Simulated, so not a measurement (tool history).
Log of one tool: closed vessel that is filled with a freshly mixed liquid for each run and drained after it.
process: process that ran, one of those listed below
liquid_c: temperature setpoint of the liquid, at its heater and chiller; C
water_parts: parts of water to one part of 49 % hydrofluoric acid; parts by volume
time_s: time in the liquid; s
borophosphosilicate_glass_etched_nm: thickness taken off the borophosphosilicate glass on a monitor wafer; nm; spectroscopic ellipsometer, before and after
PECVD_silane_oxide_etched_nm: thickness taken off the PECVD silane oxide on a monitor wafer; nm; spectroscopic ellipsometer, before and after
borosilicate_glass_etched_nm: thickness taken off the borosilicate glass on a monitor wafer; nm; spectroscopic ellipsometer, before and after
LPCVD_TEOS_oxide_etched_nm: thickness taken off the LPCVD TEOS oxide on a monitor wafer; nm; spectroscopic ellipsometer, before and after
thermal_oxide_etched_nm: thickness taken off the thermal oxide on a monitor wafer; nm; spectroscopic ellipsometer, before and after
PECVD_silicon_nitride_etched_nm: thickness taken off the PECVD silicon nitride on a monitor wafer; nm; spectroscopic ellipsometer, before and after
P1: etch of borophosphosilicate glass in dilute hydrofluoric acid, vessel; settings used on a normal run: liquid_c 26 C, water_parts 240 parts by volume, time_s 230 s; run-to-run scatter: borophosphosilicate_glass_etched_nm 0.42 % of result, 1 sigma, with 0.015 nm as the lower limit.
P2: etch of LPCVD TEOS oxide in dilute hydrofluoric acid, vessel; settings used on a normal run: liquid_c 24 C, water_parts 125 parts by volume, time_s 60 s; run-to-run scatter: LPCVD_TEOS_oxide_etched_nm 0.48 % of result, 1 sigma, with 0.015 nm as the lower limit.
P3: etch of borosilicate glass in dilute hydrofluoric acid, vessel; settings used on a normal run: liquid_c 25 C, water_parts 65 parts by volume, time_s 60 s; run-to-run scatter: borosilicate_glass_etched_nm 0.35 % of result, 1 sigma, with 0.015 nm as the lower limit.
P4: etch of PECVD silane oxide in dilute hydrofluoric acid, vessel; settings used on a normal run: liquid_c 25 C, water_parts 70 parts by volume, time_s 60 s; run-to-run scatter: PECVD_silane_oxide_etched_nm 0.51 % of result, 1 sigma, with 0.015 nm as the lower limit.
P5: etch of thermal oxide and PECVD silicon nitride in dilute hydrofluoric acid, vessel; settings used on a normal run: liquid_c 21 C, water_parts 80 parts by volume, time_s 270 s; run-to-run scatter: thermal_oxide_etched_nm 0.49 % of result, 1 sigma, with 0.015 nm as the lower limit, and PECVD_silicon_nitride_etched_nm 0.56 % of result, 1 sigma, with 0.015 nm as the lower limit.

run   hour  process  liquid_c  water_parts  time_s  hours since the thermometer was replaced  hours since the hydrofluoric acid flow meter was replaced  borophosphosilicate_glass_etched_nm  PECVD_silane_oxide_etched_nm  borosilicate_glass_etched_nm  LPCVD_TEOS_oxide_etched_nm  thermal_oxide_etched_nm  PECVD_silicon_nitride_etched_nm
  1    6.1       P1        26          240     230                                       374                                                      251.5                               38.376
  2   14.1       P4      32.5           70      60                                       382                                                      259.5                                                             40.536
  3   21.7       P1        26          240     230                                     389.6                                                      267.1                                 38.3
  4   27.8       P3        25          110      60                                     395.7                                                      273.2                                                                                           17.706
  5     32       P2        24          125      60                                     399.9                                                      277.4                                                                                                                       17.332
  6   36.3       P1        26          240     450                                     404.2                                                      281.7                               75.508
  7     42       P4        25           70      60                                     409.9                                                      287.4                                                             30.435
  8   46.6       P2      30.5          125      60                                     414.5                                                        292                                                                                                                       21.887
      53.2  -- hydrofluoric acid flow meter replaced
  9   54.8       P1        33          240     230                                     422.7                                                        1.6                               48.364
 10   59.1       P1      19.5          365     230                                       427                                                        5.9                               17.715
 11   66.9       P3        25           65      60                                     434.8                                                       13.7                                                                                           31.681
 12     73       P1      20.5          240     320                                     440.9                                                       19.8                               43.344
 13   82.1       P3        25           65      90                                       450                                                       28.9                                                                                            47.36
 14   87.9       P1        26          240     230                                     455.8                                                       34.7                               38.203
 15   92.3       P5        21           80     520                                     460.2                                                       39.1                                                                                                                                                26.589                           29.243
 16   97.5       P4        25           70      30                                     465.4                                                       44.3                                                             15.267
 17  102.8       P1      21.5          410     230                                     470.7                                                       49.6                               16.309
 18  108.6       P4        25           70      60                                     476.5                                                       55.4                                                             30.545
 19  116.1       P1        26          240      65                                       484                                                       62.9                               10.837
 20  122.1       P2        24          175      60                                       490                                                       68.9                                                                                                                       11.494
 21  129.7       P1        26          430     230                                     497.6                                                       76.5                               17.658
 22  134.9       P3        25           65      60                                     502.8                                                       81.7                                                                                           31.625
 23  139.6       P1        26          240     230                                     507.5                                                       86.4                                 38.2
 24    144       P1        26          240     230                                     511.9                                                       90.8                                38.28
 25  153.1       P1        26           40     230                                       521                                                       99.9                               293.35
 26  161.3       P4        25          110      60                                     529.2                                                      108.1                                                             18.527
     166.2  -- thermometer replaced
 27  169.6       P5        21           80     270                                       3.5                                                      116.4                                                                                                                                                  13.8                           14.995
 28  173.8       P3        33           65      60                                       7.7                                                      120.6                                                                                           43.107
 29  180.8       P5        21           35     270                                      14.7                                                      127.6                                                                                                                                                33.679                           34.039
 30  185.6       P1        22          240     230                                      19.5                                                      132.4                               32.878
 31  189.8       P2        24          125     110                                      23.7                                                      136.6                                                                                                                       31.237
 32  197.5       P5      27.5           80     270                                      31.4                                                      144.3                                                                                                                                                 17.96                           23.293
 33  202.4       P1        26          240     230                                      36.3                                                      149.2                               38.314
 34    211       P1        26          240     230                                      44.9                                                      157.8                               37.355
 35  218.3       P1        26          240     230                                      52.2                                                      165.1                               37.001
 36  222.3       P1        26          240     230                                      56.2                                                      169.1                               36.809
 37  231.1       P1        26          240     230                                        65                                                      177.9                               36.239
 38  239.1       P1        26          240     230                                        73                                                      185.9                               36.103
 39  245.5       P1        26          240     230                                      79.4                                                      192.3                               36.409
 40  253.4       P1        26          240     230                                      87.3                                                      200.2                               36.155
 41  258.7       P1        26          240     230                                      92.6                                                      205.5                               36.294
 42  266.3       P1        26          240     230                                     100.2                                                      213.1                               35.938
 43  272.5       P1        26          240     230                                     106.4                                                      219.3                               35.801

Run 44, settings as shown, results not yet in. Your forecast:
 44  281.5       P1        26          240     230                                     115.4                                                      228.3                                    ?

{"run 44": {"borophosphosilicate_glass_etched_nm": 35.783}}
